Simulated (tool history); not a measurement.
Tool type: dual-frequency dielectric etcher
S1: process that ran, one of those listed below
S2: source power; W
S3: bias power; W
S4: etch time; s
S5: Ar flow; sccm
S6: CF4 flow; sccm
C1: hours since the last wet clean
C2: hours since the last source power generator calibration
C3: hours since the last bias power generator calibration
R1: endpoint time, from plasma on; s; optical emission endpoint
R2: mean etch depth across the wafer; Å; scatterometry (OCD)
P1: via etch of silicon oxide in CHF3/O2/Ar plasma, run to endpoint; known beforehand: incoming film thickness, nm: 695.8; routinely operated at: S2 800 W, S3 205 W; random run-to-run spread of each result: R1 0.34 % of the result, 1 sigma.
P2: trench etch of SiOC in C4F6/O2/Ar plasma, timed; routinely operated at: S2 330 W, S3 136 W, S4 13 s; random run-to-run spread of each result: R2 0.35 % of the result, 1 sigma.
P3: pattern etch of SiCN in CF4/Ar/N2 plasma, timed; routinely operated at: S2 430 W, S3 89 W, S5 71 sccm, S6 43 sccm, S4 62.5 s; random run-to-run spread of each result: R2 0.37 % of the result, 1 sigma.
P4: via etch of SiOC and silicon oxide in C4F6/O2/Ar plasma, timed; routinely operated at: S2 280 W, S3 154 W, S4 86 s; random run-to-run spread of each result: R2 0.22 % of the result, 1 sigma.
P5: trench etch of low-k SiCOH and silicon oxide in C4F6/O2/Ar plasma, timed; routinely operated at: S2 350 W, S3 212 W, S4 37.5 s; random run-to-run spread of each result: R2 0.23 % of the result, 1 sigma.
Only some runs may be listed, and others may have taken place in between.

run	day	S1	S2	S3	S4	S5	S6	C1	C2	C3	R1	R2
1	0.262	P1	800	205				322.6	1265.7	2449.8	298.61	
2	0.708	P1	590	247				333.3	1276.4	2460.5	312.08	
3	1.067	P5	350	212	37.5			341.9	1285	2469.1		1197.6
4	1.488	P1	800	205				352	1295.1	2479.2	297.74	
5	1.754	P1	800	205				358.4	1301.5	2485.6	298.08	
# day 1.983: wet clean of the chamber
6	2.338	P3	430	89	62.5	71	43	8.6	1315.5	2499.6		560.71
7	2.6	P2	450	136	13			14.9	1321.8	2505.9		259.81
8	2.921	P3	430	89	62.5	71	31	22.6	1329.5	2513.6		532.83
9	3.238	P2	330	136	13			30.2	1337.1	2521.2		231.33
10	3.783	P5	350	280	37.5			43.3	1350.2	2534.3		1315.4
11	4.125	P1	800	288				51.5	1358.4	2542.5	264.82	
12	4.45	P3	430	59	62.5	71	43	59.3	1366.2	2550.3		482.56
13	4.942	P1	960	205				71.1	1378	2562.1	277.59	
14	5.312	P1	800	205				80	1386.9	2571	300.32	
15	5.792	P4	280	202	86			91.5	1398.4	2582.5		872.48
16	6.154	P2	330	136	9.5			100.2	1407.1	2591.2		169.32
17	6.75	P4	280	154	86			114.5	1421.4	2605.5		798.97
18	7.254	P5	470	212	37.5			126.6	1433.5	2617.6		1346.5
19	7.612	P1	800	205				135.2	1442.1	2626.2	297.58	
20	8.171	P1	600	205				148.6	1455.5	2639.6	332.67	
21	8.567	P3	560	89	62.5	71	43	158.1	1465	2649.1		705.88
22	8.942	P4	370	154	86			167.1	1474	2658.1		891.39
23	9.429	P1	800	205				178.8	1485.7	2669.8	297.34	
24	9.692	P1	800	205				185.1	1492	2676.1	296.94	
25	10.254	P4	280	154	127			198.6	1505.5	2689.6		1181.6
26	10.654	P4	280	154	86			208.2	1515.1	2699.2		796.63
27	11.071	P2	330	189	13			218.2	1525.1	2709.2		257.06
28	11.662	P3	430	89	62.5	97	43	232.4	1539.3	2723.4		537.68
29	12.208	P5	350	212	37.5			245.5	1552.4	2736.5		1197.6
30	12.579	P1	990	169				254.4	1561.3	2745.4	290.28	
31	13.017	P1	800	161				264.9	1571.8	2755.9	322.63	
32	13.604	P2	330	136	13			279	1585.9	2770		232.15
33	14.204	P3	430	89	41	71	43	293.4	1600.3	2784.4		368.13
34	14.758	P5	350	212	55.5			306.7	1613.6	2797.7		1775.7
35	15.175	P1	800	205				316.7	1623.6	2807.7	296.82	
36	15.5	P1	800	205				324.5	1631.4	2815.5	299.69	
37	15.983	P1	800	205				336.1	1643	2827.1	301.01	
38	16.3	P1	800	205				343.7	1650.6	2834.7	301.67	
39	16.679	P1	800	205				352.8	1659.7	2843.8	301.33	

Run 40 has not been measured yet. What should we expect?
# day 17.012: wet clean of the chamber
40	17.133	P1	800	205				3	1670.6	2854.7	?	

{"run 40": {"R1": 302.97}}
